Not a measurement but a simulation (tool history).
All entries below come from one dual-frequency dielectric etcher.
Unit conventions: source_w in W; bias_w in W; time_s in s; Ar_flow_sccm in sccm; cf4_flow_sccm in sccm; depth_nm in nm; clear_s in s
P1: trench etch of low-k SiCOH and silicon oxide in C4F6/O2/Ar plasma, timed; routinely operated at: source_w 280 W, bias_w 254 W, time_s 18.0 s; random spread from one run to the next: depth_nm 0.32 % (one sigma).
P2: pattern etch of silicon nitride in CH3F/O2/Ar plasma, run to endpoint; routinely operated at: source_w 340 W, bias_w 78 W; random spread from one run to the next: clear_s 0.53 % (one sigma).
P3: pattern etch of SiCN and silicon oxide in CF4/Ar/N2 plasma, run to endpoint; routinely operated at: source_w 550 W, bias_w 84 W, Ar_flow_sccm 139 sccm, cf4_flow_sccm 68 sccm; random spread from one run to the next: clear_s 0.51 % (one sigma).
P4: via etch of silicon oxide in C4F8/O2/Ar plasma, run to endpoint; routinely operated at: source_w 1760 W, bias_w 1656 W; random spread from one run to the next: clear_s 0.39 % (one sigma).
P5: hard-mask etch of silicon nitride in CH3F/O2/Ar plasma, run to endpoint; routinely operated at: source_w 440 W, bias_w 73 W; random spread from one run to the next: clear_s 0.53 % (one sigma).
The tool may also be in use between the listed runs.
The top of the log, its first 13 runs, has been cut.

run   hour  process  source_w  bias_w  time_s  Ar_flow_sccm  cf4_flow_sccm  hours since the last wet clean  hours since the last source power generator calibration  hours since the last bias power generator calibration  depth_nm  clear_s
 14   53.4       P1       280     254    22.5                                                        231.4                                                   3042.6                                                  957.8    67.121
 15   57.0       P1       280     254    18.0                                                        235.0                                                   3046.2                                                  961.4    53.649
 16   61.3       P4      1320    1656                                                                239.3                                                   3050.5                                                  965.7            370.690
 17   65.3       P4      1760    1656                                                                243.3                                                   3054.5                                                  969.7            333.760
 18   69.2       P5       440      73                                                                247.2                                                   3058.4                                                  973.6             64.890
 19   73.2       P1       280     254    10.5                                                        251.2                                                   3062.4                                                  977.6    31.292
      76.3  -- bias power generator calibrated
 20   77.6       P3       550      51                   139             68                           255.6                                                   3066.8                                                    1.3             14.648
 21   81.4       P1       340     348    18.0                                                        259.4                                                   3070.6                                                    5.1    65.077
 22   84.3       P3       550      84                   139             68                           262.3                                                   3073.5                                                    8.0             12.486
 23   89.1       P3       550      84                   139             85                           267.1                                                   3078.3                                                   12.8             11.964
 24   93.1       P1       280     254    18.0                                                        271.1                                                   3082.3                                                   16.8    53.784
 25   96.7       P5       440      91                                                                274.7                                                   3085.9                                                   20.4             60.077
 26  100.9       P2       340      78                                                                278.9                                                   3090.1                                                   24.6             68.513
 27  105.8       P1       280     254    18.0                                                        283.8                                                   3095.0                                                   29.5    53.674
 28  110.7       P2       340      78                                                                288.7                                                   3099.9                                                   34.4             68.059
 29  114.4       P1       280     182    18.0                                                        292.4                                                   3103.6                                                   38.1    47.994
 30  119.8       P1       280     254    18.0                                                        297.8                                                   3109.0                                                   43.5    53.601
 31  124.1       P1       280     254    18.0                                                        302.1                                                   3113.3                                                   47.8    53.411
 32  127.2       P1       280     254    18.0                                                        305.2                                                   3116.4                                                   50.9    53.142
 33  131.8       P1       280     254    18.0                                                        309.8                                                   3121.0                                                   55.5    53.175
 34  135.7       P1       280     254    18.0                                                        313.7                                                   3124.9                                                   59.4    53.166
 35  138.2       P1       280     254    18.0                                                        316.2                                                   3127.4                                                   61.9    52.807
     138.6  -- wet clean of the chamber
 36  142.6       P1       280     254    18.0                                                          4.1                                                   3131.8                                                   66.3    52.817
 37  146.4       P1       280     254    18.0                                                          7.9                                                   3135.6                                                   70.1    52.858

Run 38 comes next. What will it give?
 38  151.1       P1       280     254    18.0                                                         12.6                                                   3140.3                                                   74.8         ?

depth_nm: 52.830 nm

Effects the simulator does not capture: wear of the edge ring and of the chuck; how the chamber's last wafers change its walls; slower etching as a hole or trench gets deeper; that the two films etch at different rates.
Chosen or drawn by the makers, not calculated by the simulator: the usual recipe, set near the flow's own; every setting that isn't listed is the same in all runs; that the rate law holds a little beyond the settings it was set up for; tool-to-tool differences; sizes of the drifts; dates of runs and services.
